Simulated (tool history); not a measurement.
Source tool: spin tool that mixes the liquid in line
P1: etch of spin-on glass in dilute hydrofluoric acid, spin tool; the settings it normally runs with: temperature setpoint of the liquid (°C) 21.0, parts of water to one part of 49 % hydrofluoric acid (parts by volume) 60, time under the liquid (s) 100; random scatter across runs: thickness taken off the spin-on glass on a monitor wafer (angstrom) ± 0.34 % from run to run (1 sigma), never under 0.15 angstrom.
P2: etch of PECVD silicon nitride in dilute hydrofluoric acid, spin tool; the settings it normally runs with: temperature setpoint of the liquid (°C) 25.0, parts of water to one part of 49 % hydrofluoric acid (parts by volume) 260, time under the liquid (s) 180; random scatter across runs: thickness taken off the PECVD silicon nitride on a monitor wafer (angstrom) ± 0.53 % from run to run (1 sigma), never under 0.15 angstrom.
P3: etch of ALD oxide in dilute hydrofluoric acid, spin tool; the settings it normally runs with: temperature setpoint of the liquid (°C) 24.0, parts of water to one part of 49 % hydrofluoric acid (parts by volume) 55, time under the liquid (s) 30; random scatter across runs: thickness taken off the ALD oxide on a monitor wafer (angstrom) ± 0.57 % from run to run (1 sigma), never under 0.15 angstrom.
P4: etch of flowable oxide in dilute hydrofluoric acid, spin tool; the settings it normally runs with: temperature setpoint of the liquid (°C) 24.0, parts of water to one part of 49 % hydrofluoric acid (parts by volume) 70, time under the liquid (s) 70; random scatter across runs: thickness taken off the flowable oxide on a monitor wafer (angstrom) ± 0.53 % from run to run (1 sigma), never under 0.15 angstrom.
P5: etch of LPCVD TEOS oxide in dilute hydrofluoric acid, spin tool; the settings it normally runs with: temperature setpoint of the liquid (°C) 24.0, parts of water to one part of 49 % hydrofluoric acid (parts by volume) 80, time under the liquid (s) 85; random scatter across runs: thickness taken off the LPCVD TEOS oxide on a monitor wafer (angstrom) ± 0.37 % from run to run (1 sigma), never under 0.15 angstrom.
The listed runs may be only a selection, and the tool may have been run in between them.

| run | hour | process that ran | temperature setpoint of the liquid (°C) | parts of water to one part of 49 % hydrofluoric acid (parts by volume) | time under the liquid (s) | hours since the thermometer was replaced | hours since the hydrofluoric acid flow meter was replaced | thickness taken off the spin-on glass on a monitor wafer (angstrom) | thickness taken off the PECVD silicon nitride on a monitor wafer (angstrom) | thickness taken off the ALD oxide on a monitor wafer (angstrom) | thickness taken off the LPCVD TEOS oxide on a monitor wafer (angstrom) | thickness taken off the flowable oxide on a monitor wafer (angstrom) |
|---|---|---|---|---|---|---|---|---|---|---|---|---|
| 1 | 17.3 | P1 | 21.0 | 60 | 100 | 1913.3 | 1233.9 | 467.16 |  |  |  |  |
| 2 | 28.9 | P2 | 25.0 | 120 | 180 | 1924.9 | 1245.5 |  | 92.085 |  |  |  |
| 3 | 39.6 | P3 | 24.0 | 55 | 30 | 1935.6 | 1256.2 |  |  | 111.830 |  |  |
| 4 | 53.4 | P5 | 20.0 | 80 | 85 | 1949.4 | 1270.0 |  |  |  | 375.67 |  |
| 5 | 67.8 | P4 | 24.0 | 105 | 70 | 1963.8 | 1284.4 |  |  |  |  | 205.24 |
| 6 | 85.4 | P2 | 25.0 | 260 | 180 | 1981.4 | 1302.0 |  | 42.462 |  |  |  |
| 7 | 98.3 | P4 | 18.5 | 70 | 70 | 1994.3 | 1314.9 |  |  |  |  | 253.81 |
| 8 | 112.3 | P4 | 24.0 | 70 | 105 | 2008.3 | 1328.9 |  |  |  |  | 481.31 |
| 9 | 121.7 | P1 | 21.0 | 25 | 185 | 2017.7 | 1338.3 | 2177.00 |  |  |  |  |
| 10 | 138.0 | P2 | 25.0 | 260 | 180 | 2034.0 | 1354.6 |  | 42.655 |  |  |  |
| 11 | 150.4 | P4 | 24.0 | 70 | 70 | 2046.4 | 1367.0 |  |  |  |  | 320.39 |
| 12 | 161.5 | P1 | 21.0 | 60 | 40 | 2057.5 | 1378.1 | 186.99 |  |  |  |  |
|  | 169.4 | thermometer replaced |
| 13 | 176.0 | P3 | 24.0 | 20 | 30 | 6.7 | 1392.6 |  |  | 323.430 |  |  |
| 14 | 184.6 | P1 | 21.0 | 25 | 100 | 15.3 | 1401.2 | 1172.00 |  |  |  |  |
| 15 | 199.0 | P1 | 21.0 | 60 | 100 | 29.7 | 1415.6 | 470.74 |  |  |  |  |
| 16 | 213.3 | P1 | 21.0 | 60 | 160 | 44.0 | 1429.9 | 748.64 |  |  |  |  |
| 17 | 229.2 | P5 | 24.0 | 80 | 85 | 59.9 | 1445.8 |  |  |  | 442.10 |  |
| 18 | 242.4 | P2 | 17.5 | 260 | 180 | 73.1 | 1459.0 |  | 26.558 |  |  |  |
| 19 | 258.2 | P1 | 21.0 | 60 | 100 | 88.9 | 1474.8 | 468.91 |  |  |  |  |
| 20 | 272.2 | P2 | 25.0 | 260 | 275 | 102.9 | 1488.8 |  | 64.724 |  |  |  |
| 21 | 286.7 | P1 | 21.0 | 60 | 100 | 117.4 | 1503.3 | 470.88 |  |  |  |  |
| 22 | 299.9 | P1 | 28.0 | 60 | 100 | 130.6 | 1516.5 | 625.40 |  |  |  |  |
| 23 | 314.7 | P1 | 17.0 | 60 | 100 | 145.4 | 1531.3 | 394.83 |  |  |  |  |
| 24 | 322.6 | P1 | 21.0 | 20 | 155 | 153.3 | 1539.2 | 2294.00 |  |  |  |  |
| 25 | 337.7 | P1 | 21.0 | 60 | 100 | 168.4 | 1554.3 | 468.72 |  |  |  |  |
| 26 | 351.3 | P5 | 24.0 | 80 | 145 | 182.0 | 1567.9 |  |  |  | 752.65 |  |
| 27 | 365.5 | P1 | 21.0 | 60 | 100 | 196.2 | 1582.1 | 469.77 |  |  |  |  |
| 28 | 382.4 | P3 | 24.0 | 55 | 30 | 213.1 | 1599.0 |  |  | 110.400 |  |  |
| 29 | 396.4 | P3 | 20.0 | 55 | 30 | 227.1 | 1613.0 |  |  | 94.926 |  |  |
| 30 | 412.5 | P5 | 24.0 | 80 | 85 | 243.2 | 1629.1 |  |  |  | 443.52 |  |
| 31 | 427.4 | P3 | 24.0 | 55 | 50 | 258.1 | 1644.0 |  |  | 186.760 |  |  |
| 32 | 437.5 | P4 | 24.0 | 70 | 70 | 268.2 | 1654.1 |  |  |  |  | 320.80 |
| 33 | 447.0 | P1 | 21.0 | 110 | 100 | 277.7 | 1663.6 | 240.14 |  |  |  |  |
| 34 | 462.1 | P5 | 24.0 | 20 | 85 | 292.8 | 1678.7 |  |  |  | 1913.60 |  |
| 35 | 473.9 | P1 | 21.0 | 60 | 100 | 304.6 | 1690.5 | 470.48 |  |  |  |  |
| 36 | 491.3 | P1 | 21.0 | 60 | 100 | 322.0 | 1707.9 | 446.09 |  |  |  |  |
| 37 | 502.3 | P1 | 21.0 | 60 | 100 | 333.0 | 1718.9 | 438.41 |  |  |  |  |
| 38 | 519.6 | P1 | 21.0 | 60 | 100 | 350.3 | 1736.2 | 432.81 |  |  |  |  |
| 39 | 531.3 | P1 | 21.0 | 60 | 100 | 362.0 | 1747.9 | 432.64 |  |  |  |  |
| 40 | 544.1 | P1 | 21.0 | 60 | 100 | 374.8 | 1760.7 | 430.65 |  |  |  |  |
| 41 | 552.3 | P1 | 21.0 | 60 | 100 | 383.0 | 1768.9 | 429.31 |  |  |  |  |

The log shows P1 creeping away from where it was. Any of the 2 causes listed here, at the size stated for it, fits the log just as well as the others:
A: hydrofluoric acid flow below the setpoint (%) = 7.7
B: liquid colder than its thermometer reads (K) = 2.05
The onset of the drift is placed at about hour 473.9.

4 check runs are offered, one wafer each, their results left as question marks. Which one tells the causes apart?
| check 1 | 560.5 | P4 | 24.0 | 70 | 70 |  |  |  |  |  |  | ? |
| check 2 | 560.5 | P3 | 24.0 | 55 | 30 |  |  |  |  | ? |  |  |
| check 3 | 560.5 | P5 | 24.0 | 80 | 85 |  |  |  |  |  | ? |  |
| check 4 | 560.5 | P2 | 25.0 | 260 | 180 |  |  |  | ? |  |  |  |

What every check run would give for each of its results, assuming each possible cause in turn:
| check | result | if A | if B |
|---|---|---|---|
| check 1 | thickness taken off the flowable oxide on a monitor wafer (angstrom) | 293.20 | 294.32 |
| check 2 | thickness taken off the ALD oxide on a monitor wafer (angstrom) | 102.540 | 102.690 |
| check 3 | thickness taken off the LPCVD TEOS oxide on a monitor wafer (angstrom) | 403.86 | 406.01 |
| check 4 | thickness taken off the PECVD silicon nitride on a monitor wafer (angstrom) | 39.301 | 37.495 |
Gap, in per cent, between the two causes that each check separates least, read from the result that separates them most: check 1 0.38 %; check 2 0.15 %; check 3 0.53 %; check 4 4.7 %
Only in check 4 would the causes give clearly different results; in the remaining checks their results would be nearly the same.

Then check 4 was run and gave: thickness taken off the PECVD silicon nitride on a monitor wafer (angstrom) 38.938. Which cause is it?

A is the cause: hydrofluoric acid flow below the setpoint (%).
